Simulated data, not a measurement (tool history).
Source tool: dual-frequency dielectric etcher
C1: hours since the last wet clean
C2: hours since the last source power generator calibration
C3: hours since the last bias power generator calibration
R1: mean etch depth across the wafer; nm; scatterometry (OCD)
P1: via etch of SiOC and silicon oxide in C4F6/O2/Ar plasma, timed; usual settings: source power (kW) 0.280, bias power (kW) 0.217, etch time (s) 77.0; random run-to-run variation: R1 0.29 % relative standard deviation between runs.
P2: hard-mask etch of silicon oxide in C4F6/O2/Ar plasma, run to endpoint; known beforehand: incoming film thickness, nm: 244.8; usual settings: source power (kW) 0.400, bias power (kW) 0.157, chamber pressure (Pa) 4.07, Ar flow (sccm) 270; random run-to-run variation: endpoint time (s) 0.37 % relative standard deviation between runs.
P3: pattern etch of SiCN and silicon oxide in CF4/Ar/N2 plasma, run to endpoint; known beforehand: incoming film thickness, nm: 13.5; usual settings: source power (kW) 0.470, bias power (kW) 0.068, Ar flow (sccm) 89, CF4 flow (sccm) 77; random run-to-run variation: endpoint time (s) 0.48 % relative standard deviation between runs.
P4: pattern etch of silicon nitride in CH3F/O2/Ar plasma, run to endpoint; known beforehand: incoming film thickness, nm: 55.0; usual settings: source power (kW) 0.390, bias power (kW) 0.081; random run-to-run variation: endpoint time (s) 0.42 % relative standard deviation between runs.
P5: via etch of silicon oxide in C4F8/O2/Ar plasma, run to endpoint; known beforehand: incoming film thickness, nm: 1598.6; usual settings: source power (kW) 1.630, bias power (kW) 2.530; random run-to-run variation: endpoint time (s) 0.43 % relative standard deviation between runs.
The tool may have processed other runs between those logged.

run 1 hour=10.5 | process_that_ran=P1 source_power_(kW)=0.280 bias_power_(kW)=0.217 etch_time_(s)=77.0 | C1=93.3 C2=2613.4 C3=1544.1 | R1=81.321
run 2 hour=23.7 | process_that_ran=P1 source_power_(kW)=0.280 bias_power_(kW)=0.217 etch_time_(s)=77.0 | C1=106.5 C2=2626.6 C3=1557.3 | R1=81.256
run 3 hour=33.3 | process_that_ran=P1 source_power_(kW)=0.280 bias_power_(kW)=0.217 etch_time_(s)=77.0 | C1=116.1 C2=2636.2 C3=1566.9 | R1=81.572
run 4 hour=43.3 | process_that_ran=P3 source_power_(kW)=0.470 bias_power_(kW)=0.093 Ar_flow_(sccm)=89 CF4_flow_(sccm)=77 | C1=126.1 C2=2646.2 C3=1576.9 | endpoint_time_(s)=13.447
run 5 hour=60.9 | process_that_ran=P1 source_power_(kW)=0.340 bias_power_(kW)=0.217 etch_time_(s)=77.0 | C1=143.7 C2=2663.8 C3=1594.5 | R1=87.651
-- hour=69.6 bias power generator calibrated
run 6 hour=72.6 | process_that_ran=P3 source_power_(kW)=0.470 bias_power_(kW)=0.068 Ar_flow_(sccm)=89 CF4_flow_(sccm)=77 | C1=155.4 C2=2675.5 C3=3.0 | endpoint_time_(s)=14.872
run 7 hour=88.4 | process_that_ran=P1 source_power_(kW)=0.280 bias_power_(kW)=0.217 etch_time_(s)=77.0 | C1=171.2 C2=2691.3 C3=18.8 | R1=81.635
run 8 hour=100.2 | process_that_ran=P2 source_power_(kW)=0.400 bias_power_(kW)=0.157 Ar_flow_(sccm)=270 chamber_pressure_(Pa)=4.07 | C1=183.0 C2=2703.1 C3=30.6 | endpoint_time_(s)=82.224
run 9 hour=109.2 | process_that_ran=P2 source_power_(kW)=0.530 bias_power_(kW)=0.157 Ar_flow_(sccm)=270 chamber_pressure_(Pa)=4.07 | C1=192.0 C2=2712.1 C3=39.6 | endpoint_time_(s)=73.520
run 10 hour=126.7 | process_that_ran=P2 source_power_(kW)=0.400 bias_power_(kW)=0.157 Ar_flow_(sccm)=325 chamber_pressure_(Pa)=4.07 | C1=209.5 C2=2729.6 C3=57.1 | endpoint_time_(s)=83.843
run 11 hour=139.1 | process_that_ran=P4 source_power_(kW)=0.500 bias_power_(kW)=0.081 | C1=221.9 C2=2742.0 C3=69.5 | endpoint_time_(s)=68.097
run 12 hour=147.8 | process_that_ran=P1 source_power_(kW)=0.280 bias_power_(kW)=0.217 etch_time_(s)=77.0 | C1=230.6 C2=2750.7 C3=78.2 | R1=81.656
run 13 hour=165.3 | process_that_ran=P1 source_power_(kW)=0.280 bias_power_(kW)=0.217 etch_time_(s)=77.0 | C1=248.1 C2=2768.2 C3=95.7 | R1=81.400
run 14 hour=178.7 | process_that_ran=P1 source_power_(kW)=0.280 bias_power_(kW)=0.217 etch_time_(s)=53.5 | C1=261.5 C2=2781.6 C3=109.1 | R1=56.772
run 15 hour=195.3 | process_that_ran=P1 source_power_(kW)=0.210 bias_power_(kW)=0.217 etch_time_(s)=77.0 | C1=278.1 C2=2798.2 C3=125.7 | R1=73.134
run 16 hour=209.5 | process_that_ran=P1 source_power_(kW)=0.280 bias_power_(kW)=0.152 etch_time_(s)=77.0 | C1=292.3 C2=2812.4 C3=139.9 | R1=72.261
run 17 hour=221.7 | process_that_ran=P3 source_power_(kW)=0.360 bias_power_(kW)=0.068 Ar_flow_(sccm)=89 CF4_flow_(sccm)=77 | C1=304.5 C2=2824.6 C3=152.1 | endpoint_time_(s)=18.846
run 18 hour=237.8 | process_that_ran=P4 source_power_(kW)=0.390 bias_power_(kW)=0.081 | C1=320.6 C2=2840.7 C3=168.2 | endpoint_time_(s)=74.712
run 19 hour=247.2 | process_that_ran=P1 source_power_(kW)=0.280 bias_power_(kW)=0.217 etch_time_(s)=77.0 | C1=330.0 C2=2850.1 C3=177.6 | R1=81.371
run 20 hour=260.6 | process_that_ran=P5 source_power_(kW)=1.630 bias_power_(kW)=2.530 | C1=343.4 C2=2863.5 C3=191.0 | endpoint_time_(s)=314.180
run 21 hour=275.0 | process_that_ran=P2 source_power_(kW)=0.400 bias_power_(kW)=0.093 Ar_flow_(sccm)=270 chamber_pressure_(Pa)=4.07 | C1=357.8 C2=2877.9 C3=205.4 | endpoint_time_(s)=95.556
run 22 hour=283.7 | process_that_ran=P3 source_power_(kW)=0.470 bias_power_(kW)=0.068 Ar_flow_(sccm)=89 CF4_flow_(sccm)=77 | C1=366.5 C2=2886.6 C3=214.1 | endpoint_time_(s)=14.913
run 23 hour=298.3 | process_that_ran=P1 source_power_(kW)=0.280 bias_power_(kW)=0.217 etch_time_(s)=95.0 | C1=381.1 C2=2901.2 C3=228.7 | R1=100.170
run 24 hour=313.9 | process_that_ran=P1 source_power_(kW)=0.280 bias_power_(kW)=0.257 etch_time_(s)=77.0 | C1=396.7 C2=2916.8 C3=244.3 | R1=86.391
run 25 hour=323.4 | process_that_ran=P4 source_power_(kW)=0.390 bias_power_(kW)=0.065 | C1=406.2 C2=2926.3 C3=253.8 | endpoint_time_(s)=80.582
run 26 hour=339.2 | process_that_ran=P1 source_power_(kW)=0.190 bias_power_(kW)=0.262 etch_time_(s)=77.0 | C1=422.0 C2=2942.1 C3=269.6 | R1=74.790
run 27 hour=351.8 | process_that_ran=P2 source_power_(kW)=0.400 bias_power_(kW)=0.157 Ar_flow_(sccm)=270 chamber_pressure_(Pa)=5.47 | C1=434.6 C2=2954.7 C3=282.2 | endpoint_time_(s)=85.036
run 28 hour=363.3 | process_that_ran=P5 source_power_(kW)=2.040 bias_power_(kW)=2.530 | C1=446.1 C2=2966.2 C3=293.7 | endpoint_time_(s)=286.840
run 29 hour=375.8 | process_that_ran=P3 source_power_(kW)=0.470 bias_power_(kW)=0.068 Ar_flow_(sccm)=89 CF4_flow_(sccm)=54 | C1=458.6 C2=2978.7 C3=306.2 | endpoint_time_(s)=15.552
run 30 hour=384.7 | process_that_ran=P5 source_power_(kW)=1.630 bias_power_(kW)=3.489 | C1=467.5 C2=2987.6 C3=315.1 | endpoint_time_(s)=283.370
run 31 hour=394.9 | process_that_ran=P4 source_power_(kW)=0.390 bias_power_(kW)=0.081 | C1=477.7 C2=2997.8 C3=325.3 | endpoint_time_(s)=73.659
run 32 hour=406.4 | process_that_ran=P1 source_power_(kW)=0.280 bias_power_(kW)=0.156 etch_time_(s)=96.5 | C1=489.2 C2=3009.3 C3=336.8 | R1=91.488
run 33 hour=423.8 | process_that_ran=P3 source_power_(kW)=0.470 bias_power_(kW)=0.068 Ar_flow_(sccm)=64 CF4_flow_(sccm)=77 | C1=506.6 C2=3026.7 C3=354.2 | endpoint_time_(s)=14.177

The next listed run, before its measurement:
run 34 hour=439.8 | process_that_ran=P1 source_power_(kW)=0.280 bias_power_(kW)=0.217 etch_time_(s)=77.0 | C1=522.6 C2=3042.7 C3=370.2 | R1=?

Run 34 gave R1 80.872 nm.
